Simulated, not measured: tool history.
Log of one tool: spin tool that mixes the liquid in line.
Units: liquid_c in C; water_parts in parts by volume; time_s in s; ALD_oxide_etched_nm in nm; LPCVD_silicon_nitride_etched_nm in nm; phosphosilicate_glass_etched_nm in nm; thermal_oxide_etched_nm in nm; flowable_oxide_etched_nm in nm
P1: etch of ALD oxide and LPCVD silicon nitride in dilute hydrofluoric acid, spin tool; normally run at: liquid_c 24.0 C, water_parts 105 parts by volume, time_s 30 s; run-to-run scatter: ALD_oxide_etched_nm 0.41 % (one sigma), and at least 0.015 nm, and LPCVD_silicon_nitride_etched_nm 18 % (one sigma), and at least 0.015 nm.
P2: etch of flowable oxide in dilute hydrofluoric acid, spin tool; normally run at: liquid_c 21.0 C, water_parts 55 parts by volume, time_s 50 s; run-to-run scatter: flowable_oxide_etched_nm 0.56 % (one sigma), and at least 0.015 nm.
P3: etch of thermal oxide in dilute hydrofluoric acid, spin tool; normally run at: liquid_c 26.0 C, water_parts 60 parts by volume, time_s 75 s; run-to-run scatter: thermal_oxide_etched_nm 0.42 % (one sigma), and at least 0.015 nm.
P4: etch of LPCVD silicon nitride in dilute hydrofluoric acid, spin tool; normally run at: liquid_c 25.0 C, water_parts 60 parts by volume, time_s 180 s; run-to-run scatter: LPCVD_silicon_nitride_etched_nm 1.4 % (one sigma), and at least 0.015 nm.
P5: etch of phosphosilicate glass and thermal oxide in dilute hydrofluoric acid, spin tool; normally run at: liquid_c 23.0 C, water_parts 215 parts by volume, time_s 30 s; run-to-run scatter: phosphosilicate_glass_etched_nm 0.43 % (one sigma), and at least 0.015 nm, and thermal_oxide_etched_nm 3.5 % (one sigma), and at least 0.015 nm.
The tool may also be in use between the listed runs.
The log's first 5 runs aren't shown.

run	hour	process	liquid_c	water_parts	time_s	hours since the thermometer was replaced	hours since the hydrofluoric acid flow meter was replaced	ALD_oxide_etched_nm	LPCVD_silicon_nitride_etched_nm	phosphosilicate_glass_etched_nm	thermal_oxide_etched_nm	flowable_oxide_etched_nm
6	79.3	P4	25.0	60	180	501.3	1011.2		1.705400			
7	94.3	P5	17.0	215	30	516.3	1026.2			10.960	0.48187	
8	109.9	P1	24.0	105	15	531.9	1041.8	2.5153	0.081264			
9	122.9	P2	21.0	55	50	544.9	1054.8					46.115
10	137.3	P1	32.0	105	30	559.3	1069.2	6.7793	0.241750			
11	149.5	P1	24.0	45	50	571.5	1081.4	21.2410	0.458660			
12	158.7	P2	21.0	55	15	580.7	1090.6					13.816
13	168.4	P4	29.0	60	180	590.4	1100.3		2.246600			
14	178.6	P3	26.0	60	75	600.6	1110.5				6.46610	
15	194.8	P1	18.5	105	30	616.8	1126.7	4.0333	0.092411			
16	207.7	P1	24.0	105	30	629.7	1139.6	5.0306	0.121520			
17	224.4	P3	26.0	110	75	646.4	1156.3				3.34680	
18	234.8	P1	24.0	105	55	656.8	1166.7	9.2514	0.255300			
# hour 236.9: thermometer replaced
19	242.6	P1	31.5	140	30	5.8	1174.5	4.7878	0.141820			
20	259.1	P5	23.0	215	50	22.3	1191.0			22.714	0.91347	
21	270.8	P1	24.0	155	30	34.0	1202.7	3.2161	0.135720			
22	279.5	P3	26.0	60	140	42.7	1211.4				12.18600	
23	289.1	P2	21.0	105	50	52.3	1221.0					22.654
24	297.6	P2	26.5	55	50	60.8	1229.5					57.413
25	312.4	P4	25.0	60	335	75.6	1244.3		3.158100			
26	325.1	P1	24.0	105	30	88.3	1257.0	5.0273	0.156410			
27	334.2	P1	24.0	40	30	97.4	1266.1	14.2690	0.370980			

Run 28 comes next. What will it give?
28	350.2	P1	24.0	105	30	113.4	1282.1	?	?			

Run 28 gave ALD_oxide_etched_nm 5.0260 nm, LPCVD_silicon_nitride_etched_nm 0.137820 nm.
